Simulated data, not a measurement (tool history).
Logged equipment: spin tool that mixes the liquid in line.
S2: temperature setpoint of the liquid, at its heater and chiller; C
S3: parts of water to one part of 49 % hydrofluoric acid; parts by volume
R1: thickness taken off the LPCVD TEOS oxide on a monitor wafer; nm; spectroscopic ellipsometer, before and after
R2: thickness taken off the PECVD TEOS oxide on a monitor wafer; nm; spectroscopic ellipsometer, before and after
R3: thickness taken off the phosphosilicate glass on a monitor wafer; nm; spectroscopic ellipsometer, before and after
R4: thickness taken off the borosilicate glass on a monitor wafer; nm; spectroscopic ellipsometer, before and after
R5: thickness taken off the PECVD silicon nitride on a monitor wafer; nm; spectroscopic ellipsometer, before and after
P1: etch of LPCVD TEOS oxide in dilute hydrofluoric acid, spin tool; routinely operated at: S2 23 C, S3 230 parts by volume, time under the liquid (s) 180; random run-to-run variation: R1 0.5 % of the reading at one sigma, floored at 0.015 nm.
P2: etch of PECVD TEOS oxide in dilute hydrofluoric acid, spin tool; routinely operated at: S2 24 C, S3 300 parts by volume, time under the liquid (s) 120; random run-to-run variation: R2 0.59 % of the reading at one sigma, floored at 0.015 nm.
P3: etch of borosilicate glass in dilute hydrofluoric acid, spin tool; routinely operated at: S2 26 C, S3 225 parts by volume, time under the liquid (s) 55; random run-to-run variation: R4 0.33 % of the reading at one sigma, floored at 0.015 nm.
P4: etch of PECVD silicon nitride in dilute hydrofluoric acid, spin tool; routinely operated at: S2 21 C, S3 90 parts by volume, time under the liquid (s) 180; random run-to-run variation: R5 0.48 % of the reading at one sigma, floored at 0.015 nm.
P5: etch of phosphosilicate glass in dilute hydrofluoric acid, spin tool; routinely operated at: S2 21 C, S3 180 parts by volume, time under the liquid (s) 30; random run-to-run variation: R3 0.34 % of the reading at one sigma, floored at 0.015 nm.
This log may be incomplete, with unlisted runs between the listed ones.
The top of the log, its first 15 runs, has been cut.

run 16 day=7.646 | process_that_ran=P3 S2=26 S3=225 time_under_the_liquid_(s)=20 | R4=2.5601
run 17 day=8.088 | process_that_ran=P4 S2=21 S3=90 time_under_the_liquid_(s)=325 | R5=8.9584
run 18 day=8.412 | process_that_ran=P3 S2=26 S3=225 time_under_the_liquid_(s)=55 | R4=7.1395
run 19 day=9.021 | process_that_ran=P1 S2=23 S3=230 time_under_the_liquid_(s)=345 | R1=32.041
run 20 day=9.579 | process_that_ran=P1 S2=17 S3=230 time_under_the_liquid_(s)=180 | R1=13.44
run 21 day=9.983 | process_that_ran=P1 S2=23 S3=230 time_under_the_liquid_(s)=180 | R1=16.853
run 22 day=10.471 | process_that_ran=P5 S2=21 S3=180 time_under_the_liquid_(s)=45 | R3=39.853
run 23 day=11.129 | process_that_ran=P3 S2=26 S3=135 time_under_the_liquid_(s)=55 | R4=13.15
run 24 day=11.475 | process_that_ran=P5 S2=21 S3=180 time_under_the_liquid_(s)=30 | R3=26.536
run 25 day=11.854 | process_that_ran=P3 S2=32.5 S3=225 time_under_the_liquid_(s)=55 | R4=8.9226
run 26 day=12.279 | process_that_ran=P1 S2=23 S3=340 time_under_the_liquid_(s)=25 | R1=1.4222
run 27 day=12.767 | process_that_ran=P4 S2=21 S3=90 time_under_the_liquid_(s)=180 | R5=4.959

Predict the results of run 28:
run 28 day=13.283 | process_that_ran=P1 S2=23 S3=325 time_under_the_liquid_(s)=180 | R1=?

R1: 10.881 nm

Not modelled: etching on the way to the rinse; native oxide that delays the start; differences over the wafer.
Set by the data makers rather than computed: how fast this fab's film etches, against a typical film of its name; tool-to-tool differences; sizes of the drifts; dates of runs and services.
